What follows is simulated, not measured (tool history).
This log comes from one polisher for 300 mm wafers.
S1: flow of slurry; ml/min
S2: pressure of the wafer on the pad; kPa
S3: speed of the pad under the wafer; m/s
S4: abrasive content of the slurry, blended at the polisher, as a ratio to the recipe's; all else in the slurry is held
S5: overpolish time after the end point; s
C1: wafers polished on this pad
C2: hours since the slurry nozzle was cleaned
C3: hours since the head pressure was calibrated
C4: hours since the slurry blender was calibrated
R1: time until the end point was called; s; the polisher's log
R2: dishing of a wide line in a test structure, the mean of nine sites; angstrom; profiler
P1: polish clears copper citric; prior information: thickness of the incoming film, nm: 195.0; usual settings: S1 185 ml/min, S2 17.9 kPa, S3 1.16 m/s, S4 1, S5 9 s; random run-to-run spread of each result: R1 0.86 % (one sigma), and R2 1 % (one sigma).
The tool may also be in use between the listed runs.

{"run": 1, "hour": 8.6, "S1": 185, "S2": 17.9, "S3": 1.16, "S4": 1, "S5": 9, "C1": 475, "C2": 650, "C3": 213.5, "C4": 236.1, "R1": 104.02, "R2": 129.02}
{"run": 2, "hour": 21.2, "S1": 185, "S2": 17.9, "S3": 1.16, "S4": 1.4, "S5": 9, "C1": 599, "C2": 662.6, "C3": 226.1, "C4": 248.7, "R1": 97.627, "R2": 138.79}
{"run": 3, "hour": 32.3, "S1": 240, "S2": 17.9, "S3": 1.16, "S4": 1, "S5": 9, "C1": 708, "C2": 673.7, "C3": 237.2, "C4": 259.8, "R1": 101.46, "R2": 134.52}
{"run": 4, "hour": 41.2, "S1": 185, "S2": 17.9, "S3": 1.16, "S4": 1, "S5": 9, "C1": 796, "C2": 682.6, "C3": 246.1, "C4": 268.7, "R1": 103.52, "R2": 128.19}
{"run": 5, "hour": 50.3, "S1": 185, "S2": 17.9, "S3": 1.16, "S4": 1, "S5": 9, "C1": 885, "C2": 691.7, "C3": 255.2, "C4": 277.8, "R1": 103.61, "R2": 128.23}
{"run": 6, "hour": 61.3, "S1": 185, "S2": 17.9, "S3": 1.58, "S4": 1, "S5": 9, "C1": 994, "C2": 702.7, "C3": 266.2, "C4": 288.8, "R1": 76.892, "R2": 171.85}
{"run": 7, "hour": 68.8, "S1": 185, "S2": 17.9, "S3": 1.16, "S4": 1, "S5": 14, "C1": 1068, "C2": 710.2, "C3": 273.7, "C4": 296.3, "R1": 104.24, "R2": 196.26}
{"run": 8, "hour": 81.2, "S1": 185, "S2": 24.8, "S3": 1.16, "S4": 1, "S5": 9, "C1": 1190, "C2": 722.6, "C3": 286.1, "C4": 308.7, "R1": 75.681, "R2": 177.04}
{"run": 9, "hour": 90.0, "S1": 185, "S2": 12.4, "S3": 1.16, "S4": 1.45, "S5": 9, "C1": 1277, "C2": 731.4, "C3": 294.9, "C4": 317.5, "R1": 137.06, "R2": 98.56}
{"run": 10, "hour": 100.6, "S1": 185, "S2": 17.9, "S3": 1.16, "S4": 1, "S5": 3, "C1": 1381, "C2": 742, "C3": 305.5, "C4": 328.1, "R1": 103.79, "R2": 44.962}
{"hour": 110.2, "done": "head pressure recalibrated"}
{"run": 11, "hour": 116.7, "S1": 110, "S2": 17.9, "S3": 1.16, "S4": 1, "S5": 9, "C1": 1540, "C2": 758.1, "C3": 6.5, "C4": 344.2, "R1": 115.01, "R2": 115.57}
{"run": 12, "hour": 128.8, "S1": 185, "S2": 17.9, "S3": 0.62, "S4": 1, "S5": 9, "C1": 1659, "C2": 770.2, "C3": 18.6, "C4": 356.3, "R1": 188.49, "R2": 72.38}
{"run": 13, "hour": 137.4, "S1": 185, "S2": 17.9, "S3": 1.16, "S4": 0.7, "S5": 9, "C1": 1744, "C2": 778.8, "C3": 27.2, "C4": 364.9, "R1": 113.05, "R2": 122.05}
{"run": 14, "hour": 153.4, "S1": 185, "S2": 17.9, "S3": 1.16, "S4": 1, "S5": 9, "C1": 1901, "C2": 794.8, "C3": 43.2, "C4": 380.9, "R1": 103.03, "R2": 128.14}
{"run": 15, "hour": 170.0, "S1": 185, "S2": 8.3, "S3": 1.16, "S4": 1, "S5": 9, "C1": 2065, "C2": 811.4, "C3": 59.8, "C4": 397.5, "R1": 218.25, "R2": 62.15}
{"run": 16, "hour": 186.3, "S1": 185, "S2": 17.9, "S3": 1.16, "S4": 1, "S5": 9, "C1": 2225, "C2": 827.7, "C3": 76.1, "C4": 413.8, "R1": 105.39, "R2": 128.47}

Forecast run 17:
{"run": 17, "hour": 199.9, "S1": 185, "S2": 17.9, "S3": 1.16, "S4": 1, "S5": 9, "C1": 2360, "C2": 841.3, "C3": 89.7, "C4": 427.4, "R1": "?", "R2": "?"}

{"run 17": {"R1": 109.02, "R2": 125.01}}
